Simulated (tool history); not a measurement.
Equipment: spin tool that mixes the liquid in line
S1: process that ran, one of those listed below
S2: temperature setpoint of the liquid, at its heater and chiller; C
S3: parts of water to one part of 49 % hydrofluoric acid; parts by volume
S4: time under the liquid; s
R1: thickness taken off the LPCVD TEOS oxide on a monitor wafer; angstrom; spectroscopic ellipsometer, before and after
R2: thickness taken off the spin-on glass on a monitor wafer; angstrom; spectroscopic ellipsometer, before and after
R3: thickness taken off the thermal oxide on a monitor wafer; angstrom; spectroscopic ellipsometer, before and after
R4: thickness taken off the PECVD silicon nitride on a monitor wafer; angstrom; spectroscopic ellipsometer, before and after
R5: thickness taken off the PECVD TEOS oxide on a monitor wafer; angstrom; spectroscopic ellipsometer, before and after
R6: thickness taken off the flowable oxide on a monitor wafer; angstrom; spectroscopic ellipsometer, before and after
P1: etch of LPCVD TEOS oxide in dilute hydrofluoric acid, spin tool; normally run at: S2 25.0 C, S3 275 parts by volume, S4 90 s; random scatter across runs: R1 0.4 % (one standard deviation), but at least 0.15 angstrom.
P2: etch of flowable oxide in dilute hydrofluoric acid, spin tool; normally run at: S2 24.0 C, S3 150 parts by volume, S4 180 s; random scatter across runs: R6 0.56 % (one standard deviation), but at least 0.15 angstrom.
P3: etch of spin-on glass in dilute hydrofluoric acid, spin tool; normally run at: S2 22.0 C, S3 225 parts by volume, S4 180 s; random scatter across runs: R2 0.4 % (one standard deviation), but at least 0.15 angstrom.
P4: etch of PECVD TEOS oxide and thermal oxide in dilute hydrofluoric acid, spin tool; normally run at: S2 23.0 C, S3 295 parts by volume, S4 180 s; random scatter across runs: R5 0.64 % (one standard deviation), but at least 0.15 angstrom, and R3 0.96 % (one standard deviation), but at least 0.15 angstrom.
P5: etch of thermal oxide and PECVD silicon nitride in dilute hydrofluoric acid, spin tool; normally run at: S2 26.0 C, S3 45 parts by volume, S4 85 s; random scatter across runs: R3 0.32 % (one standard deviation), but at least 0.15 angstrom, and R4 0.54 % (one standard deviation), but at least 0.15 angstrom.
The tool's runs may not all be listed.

run   hour  S1    S2   S3   S4       R1      R2        R3       R4       R5       R6
  1    9.6  P1  25.0  275   90   80.714
  2   25.9  P3  22.0  225  180           257.62
  3   44.3  P5  19.0   45   85                    73.1220   50.501
  4   57.4  P3  22.0   95  180           704.77
  5   67.4  P1  25.0  275   90   80.662
  6   80.1  P4  23.0  295   65                     8.5345            14.580
  7   96.2  P2  24.0  150   15                                                38.142
  8  113.5  P4  23.0   45  180                   200.6300           342.410
  9  127.3  P1  25.0   95   90  285.910
 10  141.5  P5  26.0   60   85                    71.7310   60.559
 11  150.2  P3  18.0  225  180           223.04
 12  167.5  P3  22.0  225  180           260.75
 13  180.3  P5  26.0   45  145                   166.0400  137.140
     182.3  -- thermometer replaced
 14  188.8  P1  25.0  275  165  147.510
 15  205.2  P1  25.0  275   15   13.491
 16  217.6  P4  28.5  295  180                    27.3180            47.699
 17  226.4  P1  25.0  425   90   44.959
 18  240.1  P2  24.0  270  180                                               225.890
 19  253.8  P1  21.0  275   90   69.638
 20  267.5  P1  25.0  275   90   80.660
 21  280.4  P5  26.0   45   85                    97.5010   81.297
 22  290.9  P1  32.0  275   90  101.110
 23  301.4  P2  24.0  150  180                                               459.780
 24  310.2  P1  25.0  275   90   80.651
 25  320.5  P4  23.0  295  180                    22.8570            40.072
 26  333.1  P1  30.5   90   90  373.940
 27  348.5  P2  29.5  150  180                                               564.700
 28  359.6  P3  22.0  225  350           502.23

Run 29, settings as shown, results not yet in. Your forecast:
 29  373.3  P1  25.0  275  90   ?

R1: 80.646 angstrom

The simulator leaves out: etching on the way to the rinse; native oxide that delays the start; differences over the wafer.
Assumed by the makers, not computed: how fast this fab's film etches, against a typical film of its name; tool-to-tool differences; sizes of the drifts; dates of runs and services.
